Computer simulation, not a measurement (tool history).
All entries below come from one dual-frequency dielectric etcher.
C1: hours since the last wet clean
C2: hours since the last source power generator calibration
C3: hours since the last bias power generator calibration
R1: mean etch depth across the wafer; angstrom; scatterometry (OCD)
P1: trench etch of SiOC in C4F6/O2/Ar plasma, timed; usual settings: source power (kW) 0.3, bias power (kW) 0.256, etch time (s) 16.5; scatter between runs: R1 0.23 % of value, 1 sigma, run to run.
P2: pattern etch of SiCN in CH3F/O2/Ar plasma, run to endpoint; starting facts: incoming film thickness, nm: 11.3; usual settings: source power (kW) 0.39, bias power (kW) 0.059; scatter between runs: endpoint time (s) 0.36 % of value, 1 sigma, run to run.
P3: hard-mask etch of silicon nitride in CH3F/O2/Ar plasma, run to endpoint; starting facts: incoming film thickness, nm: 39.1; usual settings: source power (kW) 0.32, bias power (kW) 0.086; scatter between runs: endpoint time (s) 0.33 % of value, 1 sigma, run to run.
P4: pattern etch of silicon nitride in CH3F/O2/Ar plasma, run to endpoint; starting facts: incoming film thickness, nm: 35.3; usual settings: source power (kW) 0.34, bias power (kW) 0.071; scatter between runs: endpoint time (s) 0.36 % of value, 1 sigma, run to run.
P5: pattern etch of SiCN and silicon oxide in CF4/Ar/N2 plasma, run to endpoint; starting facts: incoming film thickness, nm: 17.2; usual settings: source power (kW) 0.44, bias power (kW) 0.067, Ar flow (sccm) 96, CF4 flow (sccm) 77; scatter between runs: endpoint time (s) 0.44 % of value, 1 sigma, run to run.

run 1 hour=5.4 | process_that_ran=P1 source_power_(kW)=0.3 bias_power_(kW)=0.256 etch_time_(s)=16.5 | C1=98.8 C2=3127.3 C3=2090.7 | R1=342.68
run 2 hour=10.9 | process_that_ran=P1 source_power_(kW)=0.38 bias_power_(kW)=0.256 etch_time_(s)=16.5 | C1=104.3 C2=3132.8 C3=2096.2 | R1=374.06
run 3 hour=16.3 | process_that_ran=P1 source_power_(kW)=0.24 bias_power_(kW)=0.256 etch_time_(s)=16.5 | C1=109.7 C2=3138.2 C3=2101.6 | R1=315.54
run 4 hour=22.3 | process_that_ran=P2 source_power_(kW)=0.39 bias_power_(kW)=0.059 | C1=115.7 C2=3144.2 C3=2107.6 | endpoint_time_(s)=31.888
run 5 hour=26.2 | process_that_ran=P2 source_power_(kW)=0.39 bias_power_(kW)=0.046 | C1=119.6 C2=3148.1 C3=2111.5 | endpoint_time_(s)=34.717
run 6 hour=32.6 | process_that_ran=P1 source_power_(kW)=0.19 bias_power_(kW)=0.162 etch_time_(s)=16.5 | C1=126 C2=3154.5 C3=2117.9 | R1=246.6
run 7 hour=36.4 | process_that_ran=P2 source_power_(kW)=0.39 bias_power_(kW)=0.059 | C1=129.8 C2=3158.3 C3=2121.7 | endpoint_time_(s)=31.981
run 8 hour=42.9 | process_that_ran=P3 source_power_(kW)=0.32 bias_power_(kW)=0.109 | C1=136.3 C2=3164.8 C3=2128.2 | endpoint_time_(s)=51.938
run 9 hour=48.3 | process_that_ran=P1 source_power_(kW)=0.42 bias_power_(kW)=0.256 etch_time_(s)=10.5 | C1=141.7 C2=3170.2 C3=2133.6 | R1=246.43
run 10 hour=54.1 | process_that_ran=P5 source_power_(kW)=0.44 bias_power_(kW)=0.067 Ar_flow_(sccm)=96 CF4_flow_(sccm)=77 | C1=147.5 C2=3176 C3=2139.4 | endpoint_time_(s)=21.119
run 11 hour=59.3 | process_that_ran=P1 source_power_(kW)=0.3 bias_power_(kW)=0.256 etch_time_(s)=16.5 | C1=152.7 C2=3181.2 C3=2144.6 | R1=343.09
run 12 hour=64.6 | process_that_ran=P5 source_power_(kW)=0.44 bias_power_(kW)=0.067 Ar_flow_(sccm)=96 CF4_flow_(sccm)=77 | C1=158 C2=3186.5 C3=2149.9 | endpoint_time_(s)=20.857
run 13 hour=69.9 | process_that_ran=P1 source_power_(kW)=0.3 bias_power_(kW)=0.185 etch_time_(s)=16.5 | C1=163.3 C2=3191.8 C3=2155.2 | R1=308.17
run 14 hour=74.7 | process_that_ran=P1 source_power_(kW)=0.3 bias_power_(kW)=0.256 etch_time_(s)=22.5 | C1=168.1 C2=3196.6 C3=2160 | R1=467.85
run 15 hour=81.7 | process_that_ran=P4 source_power_(kW)=0.44 bias_power_(kW)=0.071 | C1=175.1 C2=3203.6 C3=2167 | endpoint_time_(s)=49.839
run 16 hour=85.1 | process_that_ran=P5 source_power_(kW)=0.44 bias_power_(kW)=0.067 Ar_flow_(sccm)=96 CF4_flow_(sccm)=108 | C1=178.5 C2=3207 C3=2170.4 | endpoint_time_(s)=20.111
run 17 hour=88.8 | process_that_ran=P5 source_power_(kW)=0.44 bias_power_(kW)=0.067 Ar_flow_(sccm)=124 CF4_flow_(sccm)=77 | C1=182.2 C2=3210.7 C3=2174.1 | endpoint_time_(s)=21.956
run 18 hour=94.3 | process_that_ran=P3 source_power_(kW)=0.32 bias_power_(kW)=0.086 | C1=187.7 C2=3216.2 C3=2179.6 | endpoint_time_(s)=56.862
run 19 hour=97.9 | process_that_ran=P1 source_power_(kW)=0.3 bias_power_(kW)=0.256 etch_time_(s)=16.5 | C1=191.3 C2=3219.8 C3=2183.2 | R1=342.41
run 20 hour=104.4 | process_that_ran=P1 source_power_(kW)=0.3 bias_power_(kW)=0.321 etch_time_(s)=16.5 | C1=197.8 C2=3226.3 C3=2189.7 | R1=370.2
-- hour=107.1 source power generator calibrated
run 21 hour=110.3 | process_that_ran=P1 source_power_(kW)=0.3 bias_power_(kW)=0.256 etch_time_(s)=16.5 | C1=203.7 C2=3.3 C3=2195.6 | R1=342.44
run 22 hour=116.6 | process_that_ran=P3 source_power_(kW)=0.23 bias_power_(kW)=0.086 | C1=210 C2=9.6 C3=2201.9 | endpoint_time_(s)=64.053
run 23 hour=120.7 | process_that_ran=P2 source_power_(kW)=0.5 bias_power_(kW)=0.059 | C1=214.1 C2=13.7 C3=2206 | endpoint_time_(s)=29.044
run 24 hour=126.7 | process_that_ran=P3 source_power_(kW)=0.32 bias_power_(kW)=0.086 | C1=220.1 C2=19.7 C3=2212 | endpoint_time_(s)=56.54
run 25 hour=131.9 | process_that_ran=P4 source_power_(kW)=0.34 bias_power_(kW)=0.085 | C1=225.3 C2=24.9 C3=2217.2 | endpoint_time_(s)=51.124
run 26 hour=136.4 | process_that_ran=P5 source_power_(kW)=0.55 bias_power_(kW)=0.067 Ar_flow_(sccm)=96 CF4_flow_(sccm)=77 | C1=229.8 C2=29.4 C3=2221.7 | endpoint_time_(s)=17.416
run 27 hour=143.3 | process_that_ran=P1 source_power_(kW)=0.3 bias_power_(kW)=0.256 etch_time_(s)=12.5 | C1=236.7 C2=36.3 C3=2228.6 | R1=259.34
run 28 hour=147.8 | process_that_ran=P1 source_power_(kW)=0.3 bias_power_(kW)=0.256 etch_time_(s)=16.5 | C1=241.2 C2=40.8 C3=2233.1 | R1=342.32
run 29 hour=151.8 | process_that_ran=P5 source_power_(kW)=0.44 bias_power_(kW)=0.083 Ar_flow_(sccm)=96 CF4_flow_(sccm)=77 | C1=245.2 C2=44.8 C3=2237.1 | endpoint_time_(s)=19.584
run 30 hour=157.4 | process_that_ran=P4 source_power_(kW)=0.34 bias_power_(kW)=0.071 | C1=250.8 C2=50.4 C3=2242.7 | endpoint_time_(s)=55.042
run 31 hour=164.2 | process_that_ran=P1 source_power_(kW)=0.3 bias_power_(kW)=0.256 etch_time_(s)=16.5 | C1=257.6 C2=57.2 C3=2249.5 | R1=343
run 32 hour=169.8 | process_that_ran=P1 source_power_(kW)=0.3 bias_power_(kW)=0.256 etch_time_(s)=16.5 | C1=263.2 C2=62.8 C3=2255.1 | R1=341.66
run 33 hour=176.2 | process_that_ran=P1 source_power_(kW)=0.3 bias_power_(kW)=0.256 etch_time_(s)=16.5 | C1=269.6 C2=69.2 C3=2261.5 | R1=341.38
run 34 hour=180.7 | process_that_ran=P1 source_power_(kW)=0.3 bias_power_(kW)=0.256 etch_time_(s)=16.5 | C1=274.1 C2=73.7 C3=2266 | R1=346.02
run 35 hour=185.6 | process_that_ran=P1 source_power_(kW)=0.3 bias_power_(kW)=0.256 etch_time_(s)=16.5 | C1=279 C2=78.6 C3=2270.9 | R1=346.63
run 36 hour=190.6 | process_that_ran=P1 source_power_(kW)=0.3 bias_power_(kW)=0.256 etch_time_(s)=16.5 | C1=284 C2=83.6 C3=2275.9 | R1=346.82
run 37 hour=197.3 | process_that_ran=P1 source_power_(kW)=0.3 bias_power_(kW)=0.256 etch_time_(s)=16.5 | C1=290.7 C2=90.3 C3=2282.6 | R1=347.74
run 38 hour=200.4 | process_that_ran=P1 source_power_(kW)=0.3 bias_power_(kW)=0.256 etch_time_(s)=16.5 | C1=293.8 C2=93.4 C3=2285.7 | R1=347.45
-- hour=202.3 wet clean of the chamber
run 39 hour=204.1 | process_that_ran=P1 source_power_(kW)=0.3 bias_power_(kW)=0.256 etch_time_(s)=16.5 | C1=1.9 C2=97.1 C3=2289.4 | R1=347.07
run 40 hour=208.1 | process_that_ran=P1 source_power_(kW)=0.3 bias_power_(kW)=0.256 etch_time_(s)=16.5 | C1=5.9 C2=101.1 C3=2293.4 | R1=347.61
run 41 hour=214.2 | process_that_ran=P1 source_power_(kW)=0.3 bias_power_(kW)=0.256 etch_time_(s)=16.5 | C1=12 C2=107.2 C3=2299.5 | R1=347.88

Compared with where it was, what P1 gives has crept away. Each cause listed below fits the log as well as the rest, at the size given for it:
A: bias power that arrives over what is set, % = 4.42
B: source power that arrives over what is set, % = 4.04
The process output started creeping at around hour 176.2.
Ruled out, with reasons:
chamber walls in a state that raises the etch rate, %: serviced at hour 202.3, which brought nothing back

You are offered 4 check runs, listed below with question marks in place of their results; each one averages 3 wafers. Which run separates the listed causes by giving clearly different results for each?
run check 1 hour=220.3 | process_that_ran=P4 source_power_(kW)=0.34 bias_power_(kW)=0.071 | endpoint_time_(s)=?
run check 2 hour=220.3 | process_that_ran=P5 source_power_(kW)=0.44 bias_power_(kW)=0.067 Ar_flow_(sccm)=96 CF4_flow_(sccm)=77 | endpoint_time_(s)=?
run check 3 hour=220.3 | process_that_ran=P2 source_power_(kW)=0.39 bias_power_(kW)=0.059 | endpoint_time_(s)=?
run check 4 hour=220.3 | process_that_ran=P3 source_power_(kW)=0.32 bias_power_(kW)=0.086 | endpoint_time_(s)=?

Check results expected under each cause:
check=check_1 result=endpoint_time_(s) if_A=54.158 if_B=54.161
check=check_2 result=endpoint_time_(s) if_A=20.759 if_B=20.329
check=check_3 result=endpoint_time_(s) if_A=31.426 if_B=31.414
check=check_4 result=endpoint_time_(s) if_A=55.811 if_B=55.861
Gap, in per cent, between the two causes that each check separates least, read from the result that separates them most: check 1 0 %; check 2 2.09 %; check 3 0.04 %; check 4 0.09 %
Check 2 tells the causes apart: in the others they would give nearly the same result.

With check 2 done, the readings were: endpoint time (s) 20.361. Identify which of the listed causes applies.

The correct cause is B, namely: source power that arrives over what is set, %.
